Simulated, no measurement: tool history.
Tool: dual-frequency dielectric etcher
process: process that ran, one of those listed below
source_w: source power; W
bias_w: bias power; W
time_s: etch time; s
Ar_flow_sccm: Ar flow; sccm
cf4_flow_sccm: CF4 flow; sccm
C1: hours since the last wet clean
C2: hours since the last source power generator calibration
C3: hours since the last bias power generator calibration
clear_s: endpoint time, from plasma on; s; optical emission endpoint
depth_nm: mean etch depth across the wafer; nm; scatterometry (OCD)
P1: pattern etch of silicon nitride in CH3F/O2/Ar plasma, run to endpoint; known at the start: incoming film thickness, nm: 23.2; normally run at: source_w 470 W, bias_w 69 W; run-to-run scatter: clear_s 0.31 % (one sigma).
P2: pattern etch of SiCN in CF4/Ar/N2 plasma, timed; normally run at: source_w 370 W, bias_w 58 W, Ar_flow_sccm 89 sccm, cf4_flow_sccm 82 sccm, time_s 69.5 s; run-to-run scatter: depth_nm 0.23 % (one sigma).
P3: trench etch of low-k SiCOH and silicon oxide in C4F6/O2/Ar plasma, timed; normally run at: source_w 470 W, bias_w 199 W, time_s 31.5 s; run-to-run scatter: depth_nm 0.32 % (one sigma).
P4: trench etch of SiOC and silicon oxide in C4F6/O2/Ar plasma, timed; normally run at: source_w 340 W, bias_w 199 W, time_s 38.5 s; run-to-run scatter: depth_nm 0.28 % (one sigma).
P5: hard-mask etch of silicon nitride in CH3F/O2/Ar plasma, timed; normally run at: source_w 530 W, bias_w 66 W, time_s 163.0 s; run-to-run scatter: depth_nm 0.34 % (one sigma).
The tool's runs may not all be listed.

{"run": 1, "day": 0.25, "process": "P1", "source_w": 470, "bias_w": 69, "C1": 131.4, "C2": 3817.7, "C3": 2504.2, "clear_s": 31.911}
{"run": 2, "day": 0.55, "process": "P3", "source_w": 470, "bias_w": 199, "time_s": 31.5, "C1": 138.6, "C2": 3824.9, "C3": 2511.4, "depth_nm": 106.8}
{"run": 3, "day": 0.758, "process": "P1", "source_w": 330, "bias_w": 51, "C1": 143.6, "C2": 3829.9, "C3": 2516.4, "clear_s": 40.489}
{"run": 4, "day": 0.992, "process": "P4", "source_w": 340, "bias_w": 162, "time_s": 38.5, "C1": 149.2, "C2": 3835.5, "C3": 2522.0, "depth_nm": 69.2}
{"run": 5, "day": 1.288, "process": "P4", "source_w": 340, "bias_w": 199, "time_s": 38.5, "C1": 156.3, "C2": 3842.6, "C3": 2529.1, "depth_nm": 73.587}
{"run": 6, "day": 1.629, "process": "P1", "source_w": 600, "bias_w": 69, "C1": 164.5, "C2": 3850.8, "C3": 2537.3, "clear_s": 29.16}
{"run": 7, "day": 1.875, "process": "P5", "source_w": 530, "bias_w": 66, "time_s": 163.0, "C1": 170.4, "C2": 3856.7, "C3": 2543.2, "depth_nm": 124.69}
{"run": 8, "day": 2.138, "process": "P1", "source_w": 290, "bias_w": 69, "C1": 176.7, "C2": 3863.0, "C3": 2549.5, "clear_s": 38.511}
{"run": 9, "day": 2.304, "process": "P1", "source_w": 470, "bias_w": 87, "C1": 180.7, "C2": 3867.0, "C3": 2553.5, "clear_s": 29.408}
{"run": 10, "day": 2.579, "process": "P1", "source_w": 470, "bias_w": 69, "C1": 187.3, "C2": 3873.6, "C3": 2560.1, "clear_s": 31.978}
{"run": 11, "day": 2.742, "process": "P2", "source_w": 370, "bias_w": 58, "time_s": 69.5, "Ar_flow_sccm": 123, "cf4_flow_sccm": 82, "C1": 191.2, "C2": 3877.5, "C3": 2564.0, "depth_nm": 47.843}
{"run": 12, "day": 3.05, "process": "P1", "source_w": 560, "bias_w": 87, "C1": 198.6, "C2": 3884.9, "C3": 2571.4, "clear_s": 27.727}
{"run": 13, "day": 3.35, "process": "P1", "source_w": 470, "bias_w": 69, "C1": 205.8, "C2": 3892.1, "C3": 2578.6, "clear_s": 31.752}
{"run": 14, "day": 3.529, "process": "P4", "source_w": 340, "bias_w": 199, "time_s": 38.5, "C1": 210.1, "C2": 3896.4, "C3": 2582.9, "depth_nm": 74.473}
{"run": 15, "day": 3.771, "process": "P5", "source_w": 420, "bias_w": 66, "time_s": 163.0, "C1": 215.9, "C2": 3902.2, "C3": 2588.7, "depth_nm": 114.93}
{"run": 16, "day": 3.962, "process": "P5", "source_w": 530, "bias_w": 66, "time_s": 163.0, "C1": 220.5, "C2": 3906.8, "C3": 2593.3, "depth_nm": 125.59}
{"run": 17, "day": 4.221, "process": "P5", "source_w": 530, "bias_w": 66, "time_s": 106.0, "C1": 226.7, "C2": 3913.0, "C3": 2599.5, "depth_nm": 81.334}
{"run": 18, "day": 4.533, "process": "P2", "source_w": 270, "bias_w": 58, "time_s": 69.5, "Ar_flow_sccm": 89, "cf4_flow_sccm": 82, "C1": 234.2, "C2": 3920.5, "C3": 2607.0, "depth_nm": 37.836}
{"day": 4.6, "done": "source power generator calibrated"}
{"run": 19, "day": 4.821, "process": "P1", "source_w": 470, "bias_w": 54, "C1": 241.1, "C2": 5.4, "C3": 2613.9, "clear_s": 34.586}
{"run": 20, "day": 5.067, "process": "P3", "source_w": 470, "bias_w": 199, "time_s": 31.5, "C1": 247.0, "C2": 11.3, "C3": 2619.8, "depth_nm": 106.59}
{"run": 21, "day": 5.375, "process": "P2", "source_w": 370, "bias_w": 58, "time_s": 69.5, "Ar_flow_sccm": 89, "cf4_flow_sccm": 82, "C1": 254.4, "C2": 18.7, "C3": 2627.2, "depth_nm": 50.409}
{"run": 22, "day": 5.538, "process": "P3", "source_w": 470, "bias_w": 199, "time_s": 19.0, "C1": 258.3, "C2": 22.6, "C3": 2631.1, "depth_nm": 64.687}
{"run": 23, "day": 5.75, "process": "P3", "source_w": 310, "bias_w": 199, "time_s": 31.5, "C1": 263.4, "C2": 27.7, "C3": 2636.2, "depth_nm": 90.501}
{"run": 24, "day": 5.954, "process": "P2", "source_w": 370, "bias_w": 58, "time_s": 42.0, "Ar_flow_sccm": 89, "cf4_flow_sccm": 82, "C1": 268.3, "C2": 32.6, "C3": 2641.1, "depth_nm": 30.416}
{"run": 25, "day": 6.271, "process": "P1", "source_w": 470, "bias_w": 69, "C1": 275.9, "C2": 40.2, "C3": 2648.7, "clear_s": 32.023}
{"run": 26, "day": 6.458, "process": "P1", "source_w": 470, "bias_w": 69, "C1": 280.4, "C2": 44.7, "C3": 2653.2, "clear_s": 31.896}
{"run": 27, "day": 6.771, "process": "P4", "source_w": 410, "bias_w": 199, "time_s": 38.5, "C1": 287.9, "C2": 52.2, "C3": 2660.7, "depth_nm": 79.59}

Forecast run 28:
{"run": 28, "day": 6.962, "process": "P3", "source_w": 470, "bias_w": 129, "time_s": 31.5, "C1": 292.5, "C2": 56.8, "C3": 2665.3, "depth_nm": "?"}

depth_nm: 93.388 nm
